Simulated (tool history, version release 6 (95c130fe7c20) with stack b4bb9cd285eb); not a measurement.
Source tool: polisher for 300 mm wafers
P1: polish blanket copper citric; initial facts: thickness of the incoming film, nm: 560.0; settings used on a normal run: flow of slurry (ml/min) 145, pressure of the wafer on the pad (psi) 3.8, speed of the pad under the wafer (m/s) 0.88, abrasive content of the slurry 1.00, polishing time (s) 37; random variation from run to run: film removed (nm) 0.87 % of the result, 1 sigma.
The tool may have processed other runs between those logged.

run	hour	flow of slurry (ml/min)	pressure of the wafer on the pad (psi)	speed of the pad under the wafer (m/s)	abrasive content of the slurry	polishing time (s)	wafers polished on this pad	hours since the slurry nozzle was cleaned	hours since the head pressure was calibrated	hours since the slurry blender was calibrated	film removed (nm)
1	6.0	145	3.8	0.88	1.00	37	585	254.0	150.9	48.3	109.330
2	9.5	145	3.8	0.88	0.60	37	610	257.5	154.4	51.8	99.831
3	15.1	145	1.8	0.88	1.00	37	649	263.1	160.0	57.4	53.771
4	20.2	225	3.8	0.88	1.00	37	686	268.2	165.1	62.5	119.250
5	25.0	145	5.5	0.88	0.70	37	720	273.0	169.9	67.3	146.370
6	29.4	145	3.8	0.88	1.00	58	751	277.4	174.3	71.7	176.170
7	34.8	145	3.8	0.88	1.00	37	790	282.8	179.7	77.1	109.920
8	40.4	145	3.8	0.88	1.25	37	830	288.4	185.3	82.7	116.370
9	46.6	145	5.2	0.88	1.00	37	874	294.6	191.5	88.9	149.180
10	51.1	145	2.3	0.88	1.00	22	906	299.1	196.0	93.4	40.907
11	55.3	85	3.8	0.88	1.00	37	936	303.3	200.2	97.6	97.466
# hour 56.4: head pressure recalibrated
12	61.7	145	3.8	0.88	1.00	37	981	309.7	5.3	104.0	110.460
13	68.1	145	3.8	0.88	1.00	17	1027	316.1	11.7	110.4	50.971
14	71.9	145	3.8	0.88	1.00	37	1054	319.9	15.5	114.2	109.810
15	76.2	145	3.8	1.28	1.00	37	1085	324.2	19.8	118.5	158.040
16	79.4	145	2.5	0.88	1.00	21	1108	327.4	23.0	121.7	41.486
17	83.7	145	3.8	0.48	1.00	37	1138	331.7	27.3	126.0	60.627
18	88.5	145	3.8	0.88	1.00	37	1172	336.5	32.1	130.8	110.720
19	93.0	145	3.8	0.88	1.00	37	1204	341.0	36.6	135.3	107.110
20	98.9	145	3.8	0.88	1.00	37	1247	346.9	42.5	141.2	105.560
21	104.4	145	3.8	0.88	1.00	37	1286	352.4	48.0	146.7	102.640
22	107.5	145	3.8	0.88	1.00	37	1308	355.5	51.1	149.8	102.170
23	111.3	145	3.8	0.88	1.00	37	1335	359.3	54.9	153.6	103.560
# hour 114.8: head pressure recalibrated
24	117.8	145	3.8	0.88	1.00	37	1381	365.8	3.1	160.1	101.510
# hour 119.6: slurry blender recalibrated
25	123.4	145	3.8	0.88	1.00	37	1421	371.4	8.7	3.8	99.527
26	129.2	145	3.8	0.88	1.00	37	1462	377.2	14.5	9.6	101.100
27	133.9	145	3.8	0.88	1.00	37	1496	381.9	19.2	14.3	99.594
28	137.4	145	3.8	0.88	1.00	37	1521	385.4	22.7	17.8	100.160
29	141.0	145	3.8	0.88	1.00	37	1546	389.0	26.3	21.4	100.900

What P1 gives has crept off from where it sat before. The 2 causes that follow fit the log equally well, each at the size noted:
A: slurry flow missing at the pad, % = 35.5
B: removal rate lost through wear of the pad, % = 9.2
Onset of the creep was near hour 88.5.
Other possible causes, and why each is ruled out:
head's pressure below its setpoint, %: serviced after onset, at hour 114.8, with no recovery of the prior output
abrasive missing from the slurry, %: serviced after onset, at hour 119.6, with no recovery of the prior output

Which of the 4 check runs listed below, each an average over 5 wafers with its results shown as question marks, gives clearly different results under the different listed causes?
check 1	144.6	145	1.9	0.52	1.00	37					?
check 2	144.6	225	3.0	0.88	1.00	37					?
check 3	144.6	145	3.8	0.56	1.00	18					?
check 4	144.6	145	5.0	0.88	1.00	56					?

Check results expected under each cause:
check	result	if A	if B
check 1	film removed (nm)	30.995	30.998
check 2	film removed (nm)	87.259	84.517
check 3	film removed (nm)	31.265	31.269
check 4	film removed (nm)	197.630	197.650
Distance between the nearest two causes, measured in the result of the check that separates them most: check 1 0.01 %; check 2 3.19 %; check 3 0.01 %; check 4 0.01 %
Only in check 2 would the causes give clearly different results; in the remaining checks their results would be nearly the same.

Then check 2 was run and gave: film removed (nm) 87.151. Which cause is it?

A is the cause: slurry flow missing at the pad, %.
